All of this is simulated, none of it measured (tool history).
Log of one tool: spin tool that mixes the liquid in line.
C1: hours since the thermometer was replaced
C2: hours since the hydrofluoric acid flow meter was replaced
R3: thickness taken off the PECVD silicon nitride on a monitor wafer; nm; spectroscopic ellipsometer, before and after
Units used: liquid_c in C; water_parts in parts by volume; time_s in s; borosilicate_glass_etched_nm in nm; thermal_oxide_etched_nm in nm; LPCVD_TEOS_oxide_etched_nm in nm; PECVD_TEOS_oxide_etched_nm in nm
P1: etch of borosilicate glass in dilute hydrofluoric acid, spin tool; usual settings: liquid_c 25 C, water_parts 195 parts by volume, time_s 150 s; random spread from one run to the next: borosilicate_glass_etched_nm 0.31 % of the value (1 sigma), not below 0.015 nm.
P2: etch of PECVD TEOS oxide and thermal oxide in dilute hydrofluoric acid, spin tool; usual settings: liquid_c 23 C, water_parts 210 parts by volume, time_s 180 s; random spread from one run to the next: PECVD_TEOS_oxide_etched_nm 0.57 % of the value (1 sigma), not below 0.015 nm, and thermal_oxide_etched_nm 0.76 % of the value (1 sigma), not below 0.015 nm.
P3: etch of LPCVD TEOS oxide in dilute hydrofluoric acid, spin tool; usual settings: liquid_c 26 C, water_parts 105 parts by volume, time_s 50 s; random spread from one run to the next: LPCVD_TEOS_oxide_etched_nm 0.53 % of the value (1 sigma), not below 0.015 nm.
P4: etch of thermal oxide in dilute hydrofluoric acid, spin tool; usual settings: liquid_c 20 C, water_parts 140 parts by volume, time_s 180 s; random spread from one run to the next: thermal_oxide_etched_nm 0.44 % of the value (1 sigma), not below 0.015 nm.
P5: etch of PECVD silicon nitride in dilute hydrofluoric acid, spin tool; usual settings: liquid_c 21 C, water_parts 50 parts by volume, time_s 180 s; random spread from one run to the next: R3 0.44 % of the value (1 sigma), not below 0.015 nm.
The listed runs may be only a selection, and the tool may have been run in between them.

run 1 hour=3.3 | process=P1 liquid_c=25 water_parts=195 time_s=150 | C1=1800.7 C2=147.5 | borosilicate_glass_etched_nm=32.234
run 2 hour=10 | process=P1 liquid_c=25 water_parts=70 time_s=150 | C1=1807.4 C2=154.2 | borosilicate_glass_etched_nm=104.25
run 3 hour=16.3 | process=P4 liquid_c=20 water_parts=205 time_s=180 | C1=1813.7 C2=160.5 | thermal_oxide_etched_nm=3.1843
run 4 hour=20.5 | process=P1 liquid_c=17 water_parts=195 time_s=150 | C1=1817.9 C2=164.7 | borosilicate_glass_etched_nm=23.685
run 5 hour=24.6 | process=P5 liquid_c=17 water_parts=50 time_s=180 | C1=1822 C2=168.8 | R3=5.4981
run 6 hour=30.1 | process=P1 liquid_c=25 water_parts=195 time_s=150 | C1=1827.5 C2=174.3 | borosilicate_glass_etched_nm=31.921
run 7 hour=36.3 | process=P3 liquid_c=26 water_parts=105 time_s=50 | C1=1833.7 C2=180.5 | LPCVD_TEOS_oxide_etched_nm=15.723
run 8 hour=43.3 | process=P1 liquid_c=25 water_parts=195 time_s=150 | C1=1840.7 C2=187.5 | borosilicate_glass_etched_nm=31.883
run 9 hour=49.1 | process=P4 liquid_c=17 water_parts=140 time_s=180 | C1=1846.5 C2=193.3 | thermal_oxide_etched_nm=4.4297
run 10 hour=55.1 | process=P1 liquid_c=25 water_parts=195 time_s=150 | C1=1852.5 C2=199.3 | borosilicate_glass_etched_nm=32.254
run 11 hour=60.5 | process=P5 liquid_c=21 water_parts=50 time_s=90 | C1=1857.9 C2=204.7 | R3=3.6284
run 12 hour=65.2 | process=P1 liquid_c=25 water_parts=195 time_s=255 | C1=1862.6 C2=209.4 | borosilicate_glass_etched_nm=54.658
run 13 hour=70.6 | process=P3 liquid_c=20.5 water_parts=105 time_s=50 | C1=1868 C2=214.8 | LPCVD_TEOS_oxide_etched_nm=12.572
run 14 hour=76.7 | process=P1 liquid_c=25 water_parts=195 time_s=150 | C1=1874.1 C2=220.9 | borosilicate_glass_etched_nm=31.977
run 15 hour=82.6 | process=P2 liquid_c=17 water_parts=210 time_s=180 | C1=1880 C2=226.8 | thermal_oxide_etched_nm=2.7968 PECVD_TEOS_oxide_etched_nm=5.5207
run 16 hour=88.9 | process=P3 liquid_c=26 water_parts=105 time_s=90 | C1=1886.3 C2=233.1 | LPCVD_TEOS_oxide_etched_nm=28.508
run 17 hour=95.3 | process=P2 liquid_c=23 water_parts=210 time_s=355 | C1=1892.7 C2=239.5 | thermal_oxide_etched_nm=6.9458 PECVD_TEOS_oxide_etched_nm=13.795
run 18 hour=99.6 | process=P3 liquid_c=26 water_parts=60 time_s=50 | C1=1897 C2=243.8 | LPCVD_TEOS_oxide_etched_nm=29.192
run 19 hour=103.3 | process=P1 liquid_c=25 water_parts=195 time_s=150 | C1=1900.7 C2=247.5 | borosilicate_glass_etched_nm=32.09
run 20 hour=109 | process=P2 liquid_c=23 water_parts=320 time_s=180 | C1=1906.4 C2=253.2 | thermal_oxide_etched_nm=2.1087 PECVD_TEOS_oxide_etched_nm=4.1495
run 21 hour=112.4 | process=P1 liquid_c=17.5 water_parts=270 time_s=150 | C1=1909.8 C2=256.6 | borosilicate_glass_etched_nm=16.264
run 22 hour=119.3 | process=P1 liquid_c=21.5 water_parts=315 time_s=150 | C1=1916.7 C2=263.5 | borosilicate_glass_etched_nm=15.547
run 23 hour=125.8 | process=P1 liquid_c=32.5 water_parts=195 time_s=150 | C1=1923.2 C2=270 | borosilicate_glass_etched_nm=41.996
run 24 hour=129.4 | process=P4 liquid_c=20 water_parts=140 time_s=275 | C1=1926.8 C2=273.6 | thermal_oxide_etched_nm=7.6064
run 25 hour=135.2 | process=P5 liquid_c=21 water_parts=50 time_s=180 | C1=1932.6 C2=279.4 | R3=7.2678

Forecast run 26:
run 26 hour=141.5 | process=P3 liquid_c=26 water_parts=105 time_s=50 | C1=1938.9 C2=285.7 | LPCVD_TEOS_oxide_etched_nm=?

Run 26 gave LPCVD_TEOS_oxide_etched_nm 15.485 nm.
